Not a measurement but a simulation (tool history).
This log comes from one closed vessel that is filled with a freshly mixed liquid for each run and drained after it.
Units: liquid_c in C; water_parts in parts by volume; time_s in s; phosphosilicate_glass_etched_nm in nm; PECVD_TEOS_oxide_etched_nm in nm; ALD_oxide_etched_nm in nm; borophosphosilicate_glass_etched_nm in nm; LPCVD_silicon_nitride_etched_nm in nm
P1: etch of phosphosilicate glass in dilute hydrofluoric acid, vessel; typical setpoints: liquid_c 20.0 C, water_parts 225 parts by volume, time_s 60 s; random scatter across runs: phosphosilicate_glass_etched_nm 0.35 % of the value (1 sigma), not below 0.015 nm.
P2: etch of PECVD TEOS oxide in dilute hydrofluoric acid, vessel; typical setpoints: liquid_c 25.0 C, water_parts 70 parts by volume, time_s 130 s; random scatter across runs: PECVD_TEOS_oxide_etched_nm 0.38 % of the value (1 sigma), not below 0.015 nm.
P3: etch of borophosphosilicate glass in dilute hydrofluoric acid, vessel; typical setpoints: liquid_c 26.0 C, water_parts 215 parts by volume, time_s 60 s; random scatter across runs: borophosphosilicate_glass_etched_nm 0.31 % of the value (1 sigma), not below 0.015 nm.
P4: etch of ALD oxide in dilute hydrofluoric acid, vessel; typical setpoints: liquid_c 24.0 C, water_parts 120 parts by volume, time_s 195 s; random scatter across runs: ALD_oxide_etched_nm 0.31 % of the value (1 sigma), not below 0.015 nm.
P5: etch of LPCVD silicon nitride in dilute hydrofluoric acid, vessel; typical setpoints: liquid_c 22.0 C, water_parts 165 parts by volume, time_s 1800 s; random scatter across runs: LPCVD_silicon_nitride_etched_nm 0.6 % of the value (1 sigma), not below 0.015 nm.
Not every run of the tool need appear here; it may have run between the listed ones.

run	hour	process	liquid_c	water_parts	time_s	phosphosilicate_glass_etched_nm	PECVD_TEOS_oxide_etched_nm	ALD_oxide_etched_nm	borophosphosilicate_glass_etched_nm	LPCVD_silicon_nitride_etched_nm
1	2.8	P1	20.0	225	60	18.0150				
2	5.7	P1	20.0	225	30	9.0301				
3	8.5	P2	25.0	70	30		13.246			
4	11.6	P1	20.0	310	60	12.1240				
5	16.5	P2	25.0	70	130		57.417			
6	20.5	P4	31.5	120	195			43.243		
7	23.3	P1	26.5	225	110	41.9720				
8	27.9	P3	26.0	85	60				68.029	
9	30.8	P1	20.0	225	60	17.9960				
10	33.7	P2	25.0	45	130		92.277			
11	38.1	P2	31.0	70	130		72.629			
12	41.7	P1	20.0	225	60	17.9950				
13	46.1	P4	24.0	120	350			58.117		
14	49.8	P4	24.0	120	195			32.287		
15	53.6	P3	26.0	215	30				11.526	
16	59.0	P1	27.5	225	60	23.5930				
17	61.5	P3	18.0	215	60				17.040	
18	65.1	P5	17.0	165	1800					3.9245
19	68.9	P5	22.0	245	1800					3.7138
20	74.1	P1	20.0	225	60	18.0430				
21	76.7	P2	25.0	70	130		57.022			
22	81.1	P5	22.0	165	1800					5.3818
23	84.2	P1	20.0	110	60	41.2700				
24	89.5	P5	22.0	165	1800					5.4023
25	93.3	P4	24.0	165	195			22.412		
26	96.5	P1	20.0	225	95	28.5850				
# hour 97.3: hydrofluoric acid flow meter replaced
27	99.5	P3	26.0	215	60				22.890	
28	104.1	P1	20.0	225	60	18.0330				
29	106.9	P1	17.0	225	60	16.0790				
30	110.1	P5	22.0	165	485					1.4607
31	114.4	P1	20.0	225	60	18.1180				
32	119.4	P1	20.0	225	60	17.4450				
33	123.3	P1	20.0	225	60	17.1850				
34	125.8	P1	20.0	225	60	17.1310				
35	130.3	P1	20.0	225	60	17.0400				
36	133.7	P1	20.0	225	60	17.0130				
37	137.9	P1	20.0	225	60	16.9970				

P1 has crept away from where it was. The log is fitted equally well by each of these 2 causes, at the sizes shown:
A: hydrofluoric acid flow below the setpoint (%) = 4.72
B: liquid colder than its thermometer reads (K) = 1.54
The drift started at roughly hour 114.4.

Listed below are the offered check runs, one wafer per run, with question marks in place of results. For which of them would the causes give clearly different outcomes?
check 1	142.1	P5	22.0	165	1800					?
check 2	142.1	P2	25.0	70	130		?			
check 3	142.1	P3	26.0	215	60				?	
check 4	142.1	P4	24.0	120	195			?		

Expected result of each check under each candidate cause:
check	result	if A	if B
check 1	LPCVD_silicon_nitride_etched_nm	5.1528	4.8829
check 2	PECVD_TEOS_oxide_etched_nm	54.303	53.799
check 3	borophosphosilicate_glass_etched_nm	21.628	21.725
check 4	ALD_oxide_etched_nm	30.675	30.515
Smallest distance between any two causes, each pair judged by its most separating result, in per cent: check 1 5.38 %; check 2 0.93 %; check 3 0.45 %; check 4 0.52 %
Check 1 distinguishes between the causes, while the remaining checks would return nearly the same result for all of them.

Here is what check 1 returned: LPCVD_silicon_nitride_etched_nm 5.0997 nm. Which cause is it?

A is the cause: hydrofluoric acid flow below the setpoint (%).

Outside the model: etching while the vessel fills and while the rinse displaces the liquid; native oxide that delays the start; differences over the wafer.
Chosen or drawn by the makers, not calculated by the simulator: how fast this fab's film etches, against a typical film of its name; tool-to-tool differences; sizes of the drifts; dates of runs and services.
